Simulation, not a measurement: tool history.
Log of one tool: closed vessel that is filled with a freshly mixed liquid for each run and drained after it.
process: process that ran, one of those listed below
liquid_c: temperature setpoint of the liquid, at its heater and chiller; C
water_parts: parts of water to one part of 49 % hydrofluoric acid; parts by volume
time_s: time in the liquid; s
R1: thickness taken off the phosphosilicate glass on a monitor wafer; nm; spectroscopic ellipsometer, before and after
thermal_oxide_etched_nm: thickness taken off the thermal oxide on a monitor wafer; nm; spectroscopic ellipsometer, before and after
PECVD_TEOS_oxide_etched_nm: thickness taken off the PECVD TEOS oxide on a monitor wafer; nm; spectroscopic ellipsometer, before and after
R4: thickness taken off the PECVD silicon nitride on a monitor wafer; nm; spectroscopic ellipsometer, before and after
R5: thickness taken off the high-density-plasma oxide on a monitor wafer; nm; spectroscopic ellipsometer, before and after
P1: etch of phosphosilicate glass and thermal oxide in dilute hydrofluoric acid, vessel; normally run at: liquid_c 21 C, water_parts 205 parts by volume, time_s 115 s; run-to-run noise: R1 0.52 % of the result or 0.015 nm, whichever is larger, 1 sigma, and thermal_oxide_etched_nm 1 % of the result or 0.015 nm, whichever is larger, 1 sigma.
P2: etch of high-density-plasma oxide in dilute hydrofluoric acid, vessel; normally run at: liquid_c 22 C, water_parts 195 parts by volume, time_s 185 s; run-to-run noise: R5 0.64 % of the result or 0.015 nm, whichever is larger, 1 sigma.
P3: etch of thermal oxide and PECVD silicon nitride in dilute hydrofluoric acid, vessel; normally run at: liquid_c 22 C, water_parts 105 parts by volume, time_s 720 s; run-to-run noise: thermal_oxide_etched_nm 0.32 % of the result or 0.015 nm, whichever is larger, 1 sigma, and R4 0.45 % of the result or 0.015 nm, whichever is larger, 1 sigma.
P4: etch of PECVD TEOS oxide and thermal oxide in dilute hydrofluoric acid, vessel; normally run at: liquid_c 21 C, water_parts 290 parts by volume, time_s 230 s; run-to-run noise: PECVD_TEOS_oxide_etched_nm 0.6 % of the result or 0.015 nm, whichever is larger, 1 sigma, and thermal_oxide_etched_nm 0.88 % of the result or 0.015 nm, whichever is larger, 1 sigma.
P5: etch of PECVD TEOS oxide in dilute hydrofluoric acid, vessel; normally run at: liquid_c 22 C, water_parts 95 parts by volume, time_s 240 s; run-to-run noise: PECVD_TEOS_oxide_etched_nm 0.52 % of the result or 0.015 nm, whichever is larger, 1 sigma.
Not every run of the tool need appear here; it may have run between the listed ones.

Run 1, hour 8.6: process P1, liquid_c 21 C, water_parts 205 parts by volume, time_s 115 s. Result: R1 26.49 nm, thermal_oxide_etched_nm 2.1669 nm.
Run 2, hour 15.6: process P1, liquid_c 21 C, water_parts 205 parts by volume, time_s 115 s. Result: R1 26.36 nm, thermal_oxide_etched_nm 2.2216 nm.
Run 3, hour 20.8: process P5, liquid_c 22 C, water_parts 95 parts by volume, time_s 240 s. Result: PECVD_TEOS_oxide_etched_nm 38.268 nm.
Run 4, hour 27.8: process P5, liquid_c 22 C, water_parts 35 parts by volume, time_s 240 s. Result: PECVD_TEOS_oxide_etched_nm 112.33 nm.
Run 5, hour 36.1: process P1, liquid_c 27 C, water_parts 205 parts by volume, time_s 115 s. Result: R1 33.058 nm, thermal_oxide_etched_nm 2.7301 nm.
Run 6, hour 45.5: process P1, liquid_c 25 C, water_parts 205 parts by volume, time_s 190 s. Result: R1 50.879 nm, thermal_oxide_etched_nm 4.1954 nm.
Run 7, hour 50: process P3, liquid_c 22 C, water_parts 105 parts by volume, time_s 720 s. Result: thermal_oxide_etched_nm 31.216 nm, R4 11.587 nm.
Run 8, hour 58.5: process P4, liquid_c 21 C, water_parts 290 parts by volume, time_s 230 s. Result: thermal_oxide_etched_nm 2.8855 nm, PECVD_TEOS_oxide_etched_nm 4.9573 nm.
Run 9, hour 67.4: process P1, liquid_c 21 C, water_parts 55 parts by volume, time_s 115 s. Result: R1 117.22 nm, thermal_oxide_etched_nm 9.5153 nm.
Run 10, hour 73.3: process P3, liquid_c 22 C, water_parts 25 parts by volume, time_s 720 s. Result: thermal_oxide_etched_nm 145.23 nm, R4 47.344 nm.
Run 11, hour 81.8: process P1, liquid_c 17 C, water_parts 105 parts by volume, time_s 115 s. Result: R1 48.561 nm, thermal_oxide_etched_nm 4.0339 nm.
Run 12, hour 87.2: process P1, liquid_c 21 C, water_parts 335 parts by volume, time_s 115 s. Result: R1 14.436 nm, thermal_oxide_etched_nm 1.2058 nm.
Run 13, hour 93.5: process P1, liquid_c 17 C, water_parts 205 parts by volume, time_s 115 s. Result: R1 22.953 nm, thermal_oxide_etched_nm 1.8868 nm.
Run 14, hour 99.1: process P5, liquid_c 30.5 C, water_parts 95 parts by volume, time_s 240 s. Result: PECVD_TEOS_oxide_etched_nm 53.295 nm.
Run 15, hour 104.2: process P2, liquid_c 30.5 C, water_parts 195 parts by volume, time_s 185 s. Result: R5 5.415 nm.
Run 16, hour 110.1: process P2, liquid_c 22 C, water_parts 90 parts by volume, time_s 185 s. Result: R5 9.7492 nm.
Run 17, hour 120: process P2, liquid_c 22 C, water_parts 195 parts by volume, time_s 30 s. Result: R5 0.63127 nm.
Run 18, hour 128.4: process P2, liquid_c 22 C, water_parts 195 parts by volume, time_s 185 s. Result: R5 3.9909 nm.
Run 19, hour 136.1: process P1, liquid_c 21 C, water_parts 205 parts by volume, time_s 115 s. Result: R1 26.495 nm, thermal_oxide_etched_nm 2.177 nm.
Run 20, hour 141.2: process P3, liquid_c 17 C, water_parts 105 parts by volume, time_s 720 s. Result: thermal_oxide_etched_nm 25.345 nm, R4 8.2281 nm.
Run 21, hour 146.6: process P1, liquid_c 25.5 C, water_parts 205 parts by volume, time_s 165 s. Result: R1 44.957 nm, thermal_oxide_etched_nm 3.6907 nm.
Run 22, hour 157: process P5, liquid_c 22 C, water_parts 95 parts by volume, time_s 30 s. Result: PECVD_TEOS_oxide_etched_nm 4.8217 nm.
Run 23, hour 166.9: process P1, liquid_c 21 C, water_parts 205 parts by volume, time_s 210 s. Result: R1 48.659 nm, thermal_oxide_etched_nm 3.9952 nm.
Run 24, hour 175.4: process P4, liquid_c 21 C, water_parts 175 parts by volume, time_s 230 s. Result: thermal_oxide_etched_nm 5.3317 nm, PECVD_TEOS_oxide_etched_nm 9.2566 nm.
Run 25, hour 183.2: process P1, liquid_c 21 C, water_parts 205 parts by volume, time_s 30 s. Result: R1 6.8831 nm, thermal_oxide_etched_nm 0.58204 nm.
Run 26, hour 192.2: process P4, liquid_c 21 C, water_parts 290 parts by volume, time_s 30 s. Result: thermal_oxide_etched_nm 0.36512 nm, PECVD_TEOS_oxide_etched_nm 0.63431 nm.
Run 27, hour 197.5: process P3, liquid_c 22 C, water_parts 105 parts by volume, time_s 285 s. Result: thermal_oxide_etched_nm 12.454 nm, R4 4.6053 nm.
Run 28, hour 205.3: process P1, liquid_c 21 C, water_parts 205 parts by volume, time_s 115 s. Result: R1 26.739 nm, thermal_oxide_etched_nm 2.1659 nm.
Run 29, hour 213.3: process P4, liquid_c 17 C, water_parts 290 parts by volume, time_s 230 s. Result: thermal_oxide_etched_nm 2.4919 nm, PECVD_TEOS_oxide_etched_nm 4.3619 nm.
Run 30, hour 221: process P1, liquid_c 21 C, water_parts 205 parts by volume, time_s 115 s. Result: R1 26.741 nm, thermal_oxide_etched_nm 2.1497 nm.
Run 31, hour 229.2: process P1, liquid_c 21 C, water_parts 205 parts by volume, time_s 115 s. Result: R1 25.582 nm, thermal_oxide_etched_nm 2.1253 nm.
Run 32, hour 234.4: process P1, liquid_c 21 C, water_parts 205 parts by volume, time_s 115 s. Result: R1 25.325 nm, thermal_oxide_etched_nm 2.07 nm.
Run 33, hour 241.9: process P1, liquid_c 21 C, water_parts 205 parts by volume, time_s 115 s. Result: R1 25.159 nm, thermal_oxide_etched_nm 2.0153 nm.
Run 34, hour 250.1: process P1, liquid_c 21 C, water_parts 205 parts by volume, time_s 115 s. Result: R1 24.832 nm, thermal_oxide_etched_nm 2.0301 nm.
Run 35, hour 256.6: process P1, liquid_c 21 C, water_parts 205 parts by volume, time_s 115 s. Result: R1 24.642 nm, thermal_oxide_etched_nm 2.0457 nm.
Run 36, hour 264.9: process P1, liquid_c 21 C, water_parts 205 parts by volume, time_s 115 s. Result: R1 24.71 nm, thermal_oxide_etched_nm 2.0202 nm.
Run 37, hour 270.6: process P1, liquid_c 21 C, water_parts 205 parts by volume, time_s 115 s. Result: R1 24.493 nm, thermal_oxide_etched_nm 2.0029 nm.
Run 38, hour 275: process P1, liquid_c 21 C, water_parts 205 parts by volume, time_s 115 s. Result: R1 24.263 nm, thermal_oxide_etched_nm 2.0203 nm.
Run 39, hour 284.6: process P1, liquid_c 21 C, water_parts 205 parts by volume, time_s 115 s. Result: R1 24.421 nm, thermal_oxide_etched_nm 1.9633 nm.
Run 40, hour 292: process P1, liquid_c 21 C, water_parts 205 parts by volume, time_s 115 s. Result: R1 24.332 nm, thermal_oxide_etched_nm 2.017 nm.

What P1 gives has crept off from where it sat before. The 2 causes that follow fit the log equally well, each at the size noted:
A: hydrofluoric acid flow below the setpoint (%) = 6.85
B: liquid colder than its thermometer reads (K) = 2.23
At approximately hour 221, the process output began to creep.

Consider the 4 single-wafer check runs listed below, results given as question marks: which one distinguishes between the causes by giving clearly different results for each?
Run check 1, hour 299.4: process P3, liquid_c 22 C, water_parts 30 parts by volume, time_s 310 s. Result: thermal_oxide_etched_nm ?, R4 ?.
Run check 2, hour 299.4: process P4, liquid_c 17 C, water_parts 290 parts by volume, time_s 50 s. Result: thermal_oxide_etched_nm ?, PECVD_TEOS_oxide_etched_nm ?.
Run check 3, hour 299.4: process P5, liquid_c 25.5 C, water_parts 95 parts by volume, time_s 110 s. Result: PECVD_TEOS_oxide_etched_nm ?.
Run check 4, hour 299.4: process P2, liquid_c 29.5 C, water_parts 195 parts by volume, time_s 110 s. Result: R5 ?.

What every check run would give for each of its results, assuming each possible cause in turn:
  check                      result     if A     if B
check 1     thermal_oxide_etched_nm   47.976   46.951
check 1                          R4   15.897   14.577
check 2     thermal_oxide_etched_nm  0.49515  0.49652
check 2  PECVD_TEOS_oxide_etched_nm  0.85953   0.8619
check 3  PECVD_TEOS_oxide_etched_nm   18.633   18.476
check 4                          R5   2.8602   2.8876
Separation of the two closest causes in each check, using whichever result separates them best: check 1 8.67 %; check 2 0.27 %; check 3 0.85 %; check 4 0.95 %
Check 1 tells the causes apart: in the others they would give nearly the same result.

After running check 1, the following was obtained: thermal_oxide_etched_nm 47.895 nm; R4 15.893 nm. Which cause does this point to?

It was cause A: hydrofluoric acid flow below the setpoint (%).

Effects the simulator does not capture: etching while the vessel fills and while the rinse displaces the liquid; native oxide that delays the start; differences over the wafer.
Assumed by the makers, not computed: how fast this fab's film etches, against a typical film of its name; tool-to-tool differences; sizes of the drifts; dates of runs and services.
